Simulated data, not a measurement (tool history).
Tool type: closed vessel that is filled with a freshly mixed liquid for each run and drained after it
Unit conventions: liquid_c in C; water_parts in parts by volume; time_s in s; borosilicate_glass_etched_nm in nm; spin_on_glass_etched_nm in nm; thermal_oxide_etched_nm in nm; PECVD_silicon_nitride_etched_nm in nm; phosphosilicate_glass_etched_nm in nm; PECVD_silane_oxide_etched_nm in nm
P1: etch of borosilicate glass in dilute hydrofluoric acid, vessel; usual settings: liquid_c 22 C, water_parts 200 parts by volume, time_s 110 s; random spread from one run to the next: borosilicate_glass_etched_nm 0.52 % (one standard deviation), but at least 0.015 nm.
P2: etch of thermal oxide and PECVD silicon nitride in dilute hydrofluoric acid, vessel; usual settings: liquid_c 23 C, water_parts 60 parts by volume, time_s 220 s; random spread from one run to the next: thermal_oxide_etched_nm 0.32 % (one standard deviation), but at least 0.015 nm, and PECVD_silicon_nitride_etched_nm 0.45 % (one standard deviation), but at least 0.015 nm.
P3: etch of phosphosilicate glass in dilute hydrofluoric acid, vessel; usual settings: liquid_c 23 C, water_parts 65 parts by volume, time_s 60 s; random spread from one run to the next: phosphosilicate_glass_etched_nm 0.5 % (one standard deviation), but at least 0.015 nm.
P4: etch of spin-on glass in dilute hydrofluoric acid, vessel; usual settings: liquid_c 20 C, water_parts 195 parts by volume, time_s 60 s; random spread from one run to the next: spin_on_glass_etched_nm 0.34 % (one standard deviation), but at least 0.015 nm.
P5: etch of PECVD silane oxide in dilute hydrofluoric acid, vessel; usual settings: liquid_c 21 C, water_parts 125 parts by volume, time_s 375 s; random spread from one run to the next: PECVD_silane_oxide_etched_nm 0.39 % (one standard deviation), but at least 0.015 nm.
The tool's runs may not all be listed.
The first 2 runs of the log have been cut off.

run,hour,process,liquid_c,water_parts,time_s,hours since the thermometer was replaced,hours since the hydrofluoric acid flow meter was replaced,borosilicate_glass_etched_nm,spin_on_glass_etched_nm,thermal_oxide_etched_nm,PECVD_silicon_nitride_etched_nm,phosphosilicate_glass_etched_nm,PECVD_silane_oxide_etched_nm
3,39.6,P4,17,195,60,1150.3,407.9,,13.745,,,,
4,54,P2,30.5,60,220,1164.7,422.3,,,24.264,11.136,,
5,63,P2,23,60,220,1173.7,431.3,,,17.916,6.8234,,
6,74.9,P1,22,200,160,1185.6,443.2,17.396,,,,,
7,88.8,P4,20,195,60,1199.5,457.1,,15.395,,,,
8,102.6,P1,28.5,200,110,1213.3,470.9,15.136,,,,,
9,109.6,P3,23,65,60,1220.3,477.9,,,,,55.79,
10,125.1,P1,22,200,45,1235.8,493.4,4.9115,,,,,
11,139.7,P1,22,200,110,1250.4,508,11.88,,,,,
12,155.2,P1,22,200,110,1265.9,523.5,11.817,,,,,
13,162.3,P1,22,325,45,1273,530.6,2.6921,,,,,
14,170,P4,20,335,60,1280.7,538.3,,7.8553,,,,
15,180.3,P1,22,305,110,1291,548.6,6.9597,,,,,
16,188.5,P4,20,195,60,1299.2,556.8,,15.45,,,,
17,202.5,P1,22,80,110,1313.2,570.8,34.238,,,,,
18,216,P5,21,125,375,1326.7,584.3,,,,,,38.051
19,230,P1,22,200,110,1340.7,598.3,12.065,,,,,
20,240.1,P1,22,200,110,1350.8,608.4,11.934,,,,,
21,252.2,P4,20,195,30,1362.9,620.5,,7.7038,,,,
22,265.2,P1,18.5,200,35,1375.9,633.5,3.291,,,,,
23,276.6,P2,23,60,220,1387.3,644.9,,,17.913,6.8522,,
24,289.3,P3,29.5,65,60,1400,657.6,,,,,72.065,
25,304.8,P2,23,110,220,1415.5,673.1,,,9.1794,3.7891,,

What will run 26 give?
26,317.2,P5,21,125,375,1427.9,685.5,,,,,,?

Run 26 came out at PECVD_silane_oxide_etched_nm 37.622 nm.
